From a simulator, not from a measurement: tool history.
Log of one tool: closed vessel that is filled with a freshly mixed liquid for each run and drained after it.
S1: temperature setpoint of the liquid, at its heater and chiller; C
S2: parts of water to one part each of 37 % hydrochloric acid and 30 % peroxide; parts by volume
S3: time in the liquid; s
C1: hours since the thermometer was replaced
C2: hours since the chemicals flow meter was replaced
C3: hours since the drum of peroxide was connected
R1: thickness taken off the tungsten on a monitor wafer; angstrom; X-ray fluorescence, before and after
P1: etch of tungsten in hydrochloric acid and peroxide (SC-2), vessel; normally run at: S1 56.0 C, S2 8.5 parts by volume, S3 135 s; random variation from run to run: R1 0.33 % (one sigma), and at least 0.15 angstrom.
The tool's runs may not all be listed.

| run | hour | S1 | S2 | S3 | C1 | C2 | C3 | R1 |
|---|---|---|---|---|---|---|---|---|
| 1 | 8.4 | 56.0 | 8.5 | 135 | 321.3 | 160.4 | 464.1 | 475.06 |
| 2 | 18.0 | 42.0 | 8.5 | 135 | 330.9 | 170.0 | 473.7 | 185.37 |
|  | 23.8 | chemicals flow meter replaced |
| 3 | 33.2 | 56.0 | 8.5 | 135 | 346.1 | 9.4 | 488.9 | 473.21 |
| 4 | 48.4 | 56.0 | 8.5 | 135 | 361.3 | 24.6 | 504.1 | 472.57 |
| 5 | 59.5 | 56.0 | 8.5 | 135 | 372.4 | 35.7 | 515.2 | 473.18 |
| 6 | 68.6 | 69.5 | 8.5 | 135 | 381.5 | 44.8 | 524.3 | 1096.80 |
| 7 | 77.8 | 56.0 | 8.5 | 35 | 390.7 | 54.0 | 533.5 | 123.16 |
| 8 | 90.6 | 56.0 | 8.5 | 135 | 403.5 | 66.8 | 546.3 | 475.19 |
| 9 | 99.6 | 56.0 | 14.0 | 135 | 412.5 | 75.8 | 555.3 | 309.79 |
| 10 | 114.9 | 56.0 | 8.5 | 135 | 427.8 | 91.1 | 570.6 | 477.39 |
| 11 | 131.8 | 56.0 | 8.5 | 270 | 444.7 | 108.0 | 587.5 | 958.83 |
| 12 | 145.2 | 68.0 | 4.5 | 135 | 458.1 | 121.4 | 600.9 | 1614.50 |
| 13 | 159.7 | 56.0 | 8.5 | 135 | 472.6 | 135.9 | 615.4 | 472.71 |
| 14 | 169.9 | 56.0 | 4.0 | 135 | 482.8 | 146.1 | 625.6 | 831.94 |
| 15 | 178.6 | 56.0 | 8.5 | 135 | 491.5 | 154.8 | 634.3 | 474.39 |
| 16 | 196.5 | 56.0 | 8.5 | 135 | 509.4 | 172.7 | 652.2 | 459.89 |
| 17 | 213.6 | 56.0 | 8.5 | 135 | 526.5 | 189.8 | 669.3 | 447.94 |
| 18 | 229.7 | 56.0 | 8.5 | 135 | 542.6 | 205.9 | 685.4 | 439.58 |
| 19 | 247.1 | 56.0 | 8.5 | 135 | 560.0 | 223.3 | 702.8 | 436.15 |
| 20 | 255.3 | 56.0 | 8.5 | 135 | 568.2 | 231.5 | 711.0 | 434.94 |
| 21 | 271.8 | 56.0 | 8.5 | 135 | 584.7 | 248.0 | 727.5 | 430.44 |
|  | 275.0 | new drum of peroxide connected |
| 22 | 287.9 | 56.0 | 8.5 | 135 | 600.8 | 264.1 | 12.9 | 431.15 |
| 23 | 301.5 | 56.0 | 8.5 | 135 | 614.4 | 277.7 | 26.5 | 429.47 |

Forecast run 24:
| 24 | 313.5 | 56.0 | 8.5 | 135 | 626.4 | 289.7 | 38.5 | ? |

{"run 24": {"R1": 428.46}}

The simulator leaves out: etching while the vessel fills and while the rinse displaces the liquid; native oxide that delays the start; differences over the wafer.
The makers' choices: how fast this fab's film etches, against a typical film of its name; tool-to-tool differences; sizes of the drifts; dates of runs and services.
